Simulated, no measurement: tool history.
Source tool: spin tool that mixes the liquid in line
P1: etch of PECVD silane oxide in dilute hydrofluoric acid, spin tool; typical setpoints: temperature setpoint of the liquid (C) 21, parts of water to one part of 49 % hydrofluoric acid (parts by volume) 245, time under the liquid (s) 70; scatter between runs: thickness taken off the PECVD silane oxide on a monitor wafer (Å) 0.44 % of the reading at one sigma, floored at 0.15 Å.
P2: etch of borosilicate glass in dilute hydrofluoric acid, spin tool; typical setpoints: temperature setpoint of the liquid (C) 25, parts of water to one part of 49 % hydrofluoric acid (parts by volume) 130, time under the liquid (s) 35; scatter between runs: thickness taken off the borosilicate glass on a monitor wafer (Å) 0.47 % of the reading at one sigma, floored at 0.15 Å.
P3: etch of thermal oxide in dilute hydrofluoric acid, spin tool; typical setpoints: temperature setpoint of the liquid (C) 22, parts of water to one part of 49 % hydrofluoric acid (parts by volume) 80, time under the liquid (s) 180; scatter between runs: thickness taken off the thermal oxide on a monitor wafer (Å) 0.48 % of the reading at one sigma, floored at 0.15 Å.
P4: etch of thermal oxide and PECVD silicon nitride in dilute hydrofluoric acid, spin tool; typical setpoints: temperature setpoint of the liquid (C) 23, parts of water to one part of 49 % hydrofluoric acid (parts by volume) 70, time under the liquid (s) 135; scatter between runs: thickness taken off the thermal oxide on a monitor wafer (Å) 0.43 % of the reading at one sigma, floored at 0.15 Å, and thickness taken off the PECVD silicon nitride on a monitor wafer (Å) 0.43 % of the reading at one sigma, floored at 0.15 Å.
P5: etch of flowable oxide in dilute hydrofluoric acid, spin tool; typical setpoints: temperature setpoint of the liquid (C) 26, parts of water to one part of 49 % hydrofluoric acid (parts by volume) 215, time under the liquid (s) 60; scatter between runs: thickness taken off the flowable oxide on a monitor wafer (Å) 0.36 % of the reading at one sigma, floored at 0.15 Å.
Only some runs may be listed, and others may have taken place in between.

run,hour,process that ran,temperature setpoint of the liquid (C),parts of water to one part of 49 % hydrofluoric acid (parts by volume),time under the liquid (s),hours since the thermometer was replaced,hours since the hydrofluoric acid flow meter was replaced,thickness taken off the PECVD silane oxide on a monitor wafer (Å),thickness taken off the thermal oxide on a monitor wafer (Å),thickness taken off the PECVD silicon nitride on a monitor wafer (Å),thickness taken off the flowable oxide on a monitor wafer (Å),thickness taken off the borosilicate glass on a monitor wafer (Å)
1,10.2,P1,21,245,70,1309.1,383.6,48.191,,,,
2,23.6,P1,21,245,70,1322.5,397,48.206,,,,
3,38.9,P4,23,70,135,1337.8,412.3,,90.335,65.033,,
4,50.4,P5,26,370,60,1349.3,423.8,,,,31.095,
5,60.3,P3,22,45,180,1359.2,433.7,,187.9,,,
6,71,P4,23,20,135,1369.9,444.4,,337.5,219.09,,
7,80.8,P1,21,245,70,1379.7,454.2,48.251,,,,
8,95.1,P1,27,245,70,1394,468.5,59.759,,,,
9,108.5,P3,17,80,180,1407.4,481.9,,81.789,,,
10,119.8,P1,21,245,70,1418.7,493.2,47.829,,,,
11,127.9,P1,17,245,70,1426.8,501.3,41.782,,,,
12,139.3,P3,22,80,180,1438.2,512.7,,100.49,,,
13,152.2,P1,21,245,15,1451.1,525.6,10.577,,,,
14,159.7,P3,22,80,180,1458.6,533.1,,101.04,,,
15,173.5,P1,17.5,60,70,1472.4,546.9,207.2,,,,
16,187.4,P5,26,215,60,1486.3,560.8,,,,62.438,
17,197.8,P1,21,105,70,1496.7,571.2,130.75,,,,
18,206.5,P4,31,70,135,1505.4,579.9,,123.4,108.87,,
19,219.1,P4,23,70,135,1518,592.5,,90.537,64.951,,
20,227.7,P1,21,245,115,1526.6,601.1,79.359,,,,
21,236.3,P5,26,215,60,1535.2,609.7,,,,62.849,
22,244.3,P1,21,245,70,1543.2,617.7,48.374,,,,
23,252.2,P2,30,130,35,1551.1,625.6,,,,,76.147
24,264.4,P4,23,70,230,1563.3,637.8,,154.05,110.21,,
25,272.5,P2,25,235,35,1571.4,645.9,,,,,31.217
26,285.8,P5,26,215,15,1584.7,659.2,,,,15.753,
27,296.2,P1,21,415,70,1595.1,669.6,24.561,,,,
28,310,P5,18,215,60,1608.9,683.4,,,,46.399,
29,317.3,P2,25,130,20,1616.2,690.7,,,,,35.972
30,325.4,P3,22,80,25,1624.3,698.8,,14.331,,,
31,336,P2,25,130,35,1634.9,709.4,,,,,63.72
32,346.1,P1,24.5,245,115,1645,719.5,90.067,,,,
33,360,P2,25,130,35,1658.9,733.4,,,,,63.402
34,371.3,P1,21,245,70,1670.2,744.7,48.532,,,,
35,386,P1,21,245,70,1684.9,759.4,50.05,,,,
36,401.7,P1,21,245,70,1700.6,775.1,51.175,,,,
37,413.2,P1,21,245,70,1712.1,786.6,50.846,,,,
38,425.9,P1,21,245,70,1724.8,799.3,52.075,,,,
39,435.7,P1,21,245,70,1734.6,809.1,51.449,,,,
40,451.7,P1,21,245,70,1750.6,825.1,51.438,,,,

Compared with where it was, what P1 gives has crept away. Each cause listed below fits the log as well as the rest, at the size given for it:
A: hydrofluoric acid flow above the setpoint (%) = 5.49
B: liquid hotter than its thermometer reads (K) = 1.79
At approximately hour 371.3, the process output began to creep.

Of the 4 check runs listed below, each run on one wafer and each result written as a question mark, which would let you distinguish the listed causes because they would give clearly different results?
check 1,467.7,P4,27,70,210,,,,?,?,,
check 2,467.7,P2,29.5,130,35,,,,,,,?
check 3,467.7,P5,18,215,15,,,,,,?,
check 4,467.7,P3,17,80,40,,,,?,,,

Predicted outcomes, by check and by cause:
check,result,if A,if B
check 1,thickness taken off the thermal oxide on a monitor wafer (Å),174.83,176.89
check 1,thickness taken off the PECVD silicon nitride on a monitor wafer (Å),139.26,148.33
check 2,thickness taken off the borosilicate glass on a monitor wafer (Å),79.547,79.754
check 3,thickness taken off the flowable oxide on a monitor wafer (Å),12.318,12.387
check 4,thickness taken off the thermal oxide on a monitor wafer (Å),19.263,19.613
Per check, the gap between the least separated pair of causes, taken in the result that splits them most: check 1 6.32 %; check 2 0.26 %; check 3 0.55 %; check 4 1.8 %
Only in check 1 would the causes give clearly different results; in the remaining checks their results would be nearly the same.

Check 1 was carried out, with these results: thickness taken off the thermal oxide on a monitor wafer (Å) 177.02; thickness taken off the PECVD silicon nitride on a monitor wafer (Å) 149.03. Which of the listed causes is responsible?

B is the cause: liquid hotter than its thermometer reads (K).

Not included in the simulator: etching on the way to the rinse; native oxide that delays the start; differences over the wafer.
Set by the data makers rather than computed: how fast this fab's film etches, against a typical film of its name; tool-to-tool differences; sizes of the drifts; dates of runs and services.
